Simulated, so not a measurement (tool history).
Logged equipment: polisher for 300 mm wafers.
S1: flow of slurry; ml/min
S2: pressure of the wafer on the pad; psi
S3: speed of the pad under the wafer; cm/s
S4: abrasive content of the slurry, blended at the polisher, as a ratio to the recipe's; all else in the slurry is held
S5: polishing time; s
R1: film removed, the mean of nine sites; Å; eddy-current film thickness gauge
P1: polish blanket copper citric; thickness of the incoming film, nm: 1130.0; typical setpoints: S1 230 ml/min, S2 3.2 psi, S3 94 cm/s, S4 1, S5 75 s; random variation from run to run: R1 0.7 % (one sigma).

Run 1, hour 11.4: S1 230 ml/min, S2 3.2 psi, S3 94 cm/s, S4 1, S5 75 s. Result: R1 1436.6 Å.
Run 2, hour 27.5: S1 145 ml/min, S2 3.2 psi, S3 94 cm/s, S4 1, S5 75 s. Result: R1 1342.9 Å.
Run 3, hour 39.4: S1 230 ml/min, S2 3.2 psi, S3 94 cm/s, S4 1, S5 75 s. Result: R1 1443.2 Å.
Run 4, hour 52.5: S1 230 ml/min, S2 3.2 psi, S3 94 cm/s, S4 0.6, S5 75 s. Result: R1 1285.3 Å.
Run 5, hour 67.7: S1 230 ml/min, S2 3.2 psi, S3 94 cm/s, S4 1, S5 110 s. Result: R1 2115.4 Å.
Run 6, hour 76.8: S1 230 ml/min, S2 3.2 psi, S3 146 cm/s, S4 0.55, S5 75 s. Result: R1 1947.3 Å.
Run 7, hour 94.1: S1 230 ml/min, S2 3.2 psi, S3 94 cm/s, S4 1, S5 34 s. Result: R1 649.94 Å.
Run 8, hour 107.5: S1 230 ml/min, S2 4.7 psi, S3 94 cm/s, S4 1, S5 75 s. Result: R1 2097.7 Å.
Run 9, hour 116.6: S1 230 ml/min, S2 3.2 psi, S3 146 cm/s, S4 1, S5 75 s. Result: R1 2194.2 Å.
Run 10, hour 132.5: S1 230 ml/min, S2 3.2 psi, S3 94 cm/s, S4 1, S5 75 s. Result: R1 1442 Å.
Run 11, hour 148.2: S1 230 ml/min, S2 3.2 psi, S3 94 cm/s, S4 1, S5 75 s. Result: R1 1426 Å.
Run 12, hour 163.2: S1 230 ml/min, S2 3.2 psi, S3 94 cm/s, S4 1, S5 75 s. Result: R1 1427.5 Å.
Run 13, hour 173.8: S1 230 ml/min, S2 3.2 psi, S3 94 cm/s, S4 1, S5 75 s. Result: R1 1427.4 Å.
At hour 176.2: worn pad replaced by a new one.
Run 14, hour 187.5: S1 230 ml/min, S2 3.2 psi, S3 94 cm/s, S4 1.25, S5 75 s. Result: R1 1505.7 Å.
Run 15, hour 199.5: S1 230 ml/min, S2 3.2 psi, S3 42 cm/s, S4 1, S5 75 s. Result: R1 658.31 Å.
Run 16, hour 207.8: S1 230 ml/min, S2 3.2 psi, S3 94 cm/s, S4 1, S5 75 s. Result: R1 1460.1 Å.
Run 17, hour 217.1: S1 230 ml/min, S2 1.4 psi, S3 94 cm/s, S4 1, S5 75 s. Result: R1 644.2 Å.
Run 18, hour 228.3: S1 305 ml/min, S2 3.2 psi, S3 94 cm/s, S4 1, S5 75 s. Result: R1 1462.7 Å.
Run 19, hour 242.9: S1 230 ml/min, S2 3.2 psi, S3 94 cm/s, S4 1, S5 75 s. Result: R1 1430.5 Å.
Run 20, hour 257.9: S1 230 ml/min, S2 3.2 psi, S3 94 cm/s, S4 1, S5 75 s. Result: R1 1376.2 Å.
Run 21, hour 273.8: S1 230 ml/min, S2 3.2 psi, S3 94 cm/s, S4 1, S5 75 s. Result: R1 1370.8 Å.
Run 22, hour 287.1: S1 230 ml/min, S2 3.2 psi, S3 94 cm/s, S4 1, S5 75 s. Result: R1 1352.7 Å.
Run 23, hour 300.9: S1 230 ml/min, S2 3.2 psi, S3 94 cm/s, S4 1, S5 75 s. Result: R1 1348.6 Å.
At hour 302: slurry blender recalibrated.
Run 24, hour 315.1: S1 230 ml/min, S2 3.2 psi, S3 94 cm/s, S4 1, S5 75 s. Result: R1 1353.6 Å.
At hour 315.8: worn pad replaced by a new one.
Run 25, hour 323.3: S1 230 ml/min, S2 3.2 psi, S3 94 cm/s, S4 1, S5 75 s. Result: R1 1350.2 Å.
Run 26, hour 338.9: S1 230 ml/min, S2 3.2 psi, S3 94 cm/s, S4 1, S5 75 s. Result: R1 1345.5 Å.
Run 27, hour 349.6: S1 230 ml/min, S2 3.2 psi, S3 94 cm/s, S4 1, S5 75 s. Result: R1 1334.8 Å.

What P1 gives has crept away from where it was. These 2 causes fit the log equally well, each at the size given:
A: head's pressure below its setpoint, % = 7.2
B: slurry flow missing at the pad, % = 38.8
The process output started creeping at around hour 242.9.
Excluded causes, each with its reason:
removal rate lost through wear of the pad, %: was serviced at hour 315.8, once the creep was under way, yet the earlier output never came back
abrasive missing from the slurry, %: was serviced at hour 302, once the creep was under way, yet the earlier output never came back

You are offered 4 check runs, listed below with question marks in place of their results; each one averages 2 wafers. Which run separates the listed causes by giving clearly different results for each?
Run check 1, hour 360.3: S1 145 ml/min, S2 3.2 psi, S3 94 cm/s, S4 1, S5 75 s. Result: R1 ?.
Run check 2, hour 360.3: S1 230 ml/min, S2 3.9 psi, S3 94 cm/s, S4 1, S5 75 s. Result: R1 ?.
Run check 3, hour 360.3: S1 230 ml/min, S2 3.2 psi, S3 94 cm/s, S4 1, S5 34 s. Result: R1 ?.
Run check 4, hour 360.3: S1 230 ml/min, S2 3.2 psi, S3 64 cm/s, S4 1, S5 75 s. Result: R1 ?.

Expected result of each check under each candidate cause:
  check  result    if A    if B
check 1      R1  1248.7  1201.8
check 2      R1  1620.5    1621
check 3      R1  605.58  605.56
check 4      R1  920.51   919.7
Separation of the two closest causes in each check, using whichever result separates them best: check 1 3.83 %; check 2 0.03 %; check 3 0 %; check 4 0.09 %
Check 1 tells the causes apart: in the others they would give nearly the same result.

Running check 1 produced the following: R1 1253.4 Å. Which one of the listed causes fits?

The correct cause is A, namely: head's pressure below its setpoint, %.

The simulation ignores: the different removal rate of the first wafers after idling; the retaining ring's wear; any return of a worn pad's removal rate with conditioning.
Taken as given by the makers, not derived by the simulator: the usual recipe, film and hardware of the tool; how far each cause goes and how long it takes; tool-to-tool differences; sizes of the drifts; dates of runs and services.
